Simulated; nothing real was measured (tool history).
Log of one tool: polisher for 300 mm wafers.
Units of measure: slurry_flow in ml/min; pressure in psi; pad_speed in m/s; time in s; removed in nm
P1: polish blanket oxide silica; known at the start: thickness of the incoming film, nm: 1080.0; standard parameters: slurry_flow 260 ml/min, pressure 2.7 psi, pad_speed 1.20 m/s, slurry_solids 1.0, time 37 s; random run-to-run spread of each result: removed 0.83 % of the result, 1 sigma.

run,day,slurry_flow,pressure,pad_speed,slurry_solids,time,wafers polished on this pad,hours since the slurry nozzle was cleaned,hours since the head pressure was calibrated,hours since the slurry blender was calibrated,hours since the conditioning disc was replaced,removed
1,0.554,260,2.7,1.20,1.0,37,534,442.4,192.3,25.0,105.9,74.836
2,1.321,385,3.9,1.20,1.0,37,648,460.8,210.7,43.4,124.3,112.610
3,1.650,260,2.7,1.20,0.5,37,697,468.7,218.6,51.3,132.2,51.681
4,2.417,260,2.7,1.20,1.0,27,811,487.1,237.0,69.7,150.6,54.080
5,3.083,260,2.7,1.20,1.0,37,911,503.1,253.0,85.7,166.6,74.645
6,3.800,260,2.7,1.76,1.0,17,1017,520.3,270.2,102.9,183.8,47.435
7,4.246,260,2.7,1.20,1.0,37,1084,531.0,280.9,113.6,194.5,74.945
8,4.646,165,2.7,1.20,1.0,37,1143,540.6,290.5,123.2,204.1,71.437
# day 4.858: slurry nozzle cleaned
9,5.408,260,2.7,1.20,1.0,37,1257,13.3,308.8,141.5,222.4,75.478
10,6.112,260,2.7,1.90,1.0,37,1362,30.2,325.7,158.4,239.3,108.060
11,6.696,405,2.7,1.20,1.0,37,1449,44.2,339.7,172.4,253.3,77.075
# day 7.225: conditioning disc replaced and pad reconditioned
12,7.433,260,2.7,0.56,1.0,37,1559,61.9,357.4,190.1,5.0,41.338
13,7.825,260,3.4,1.20,1.0,37,1617,71.3,366.8,199.5,14.4,94.288
14,8.329,260,2.7,1.20,1.0,47,1692,83.4,378.9,211.6,26.5,95.437
15,8.746,260,2.7,1.20,1.3,37,1754,93.4,388.9,221.6,36.5,84.896

Estimate the outcome of run 16 from the log above:
16,9.142,260,2.7,1.20,1.0,37,1813,102.9,398.4,231.1,46.0,?

removed: 74.099 nm

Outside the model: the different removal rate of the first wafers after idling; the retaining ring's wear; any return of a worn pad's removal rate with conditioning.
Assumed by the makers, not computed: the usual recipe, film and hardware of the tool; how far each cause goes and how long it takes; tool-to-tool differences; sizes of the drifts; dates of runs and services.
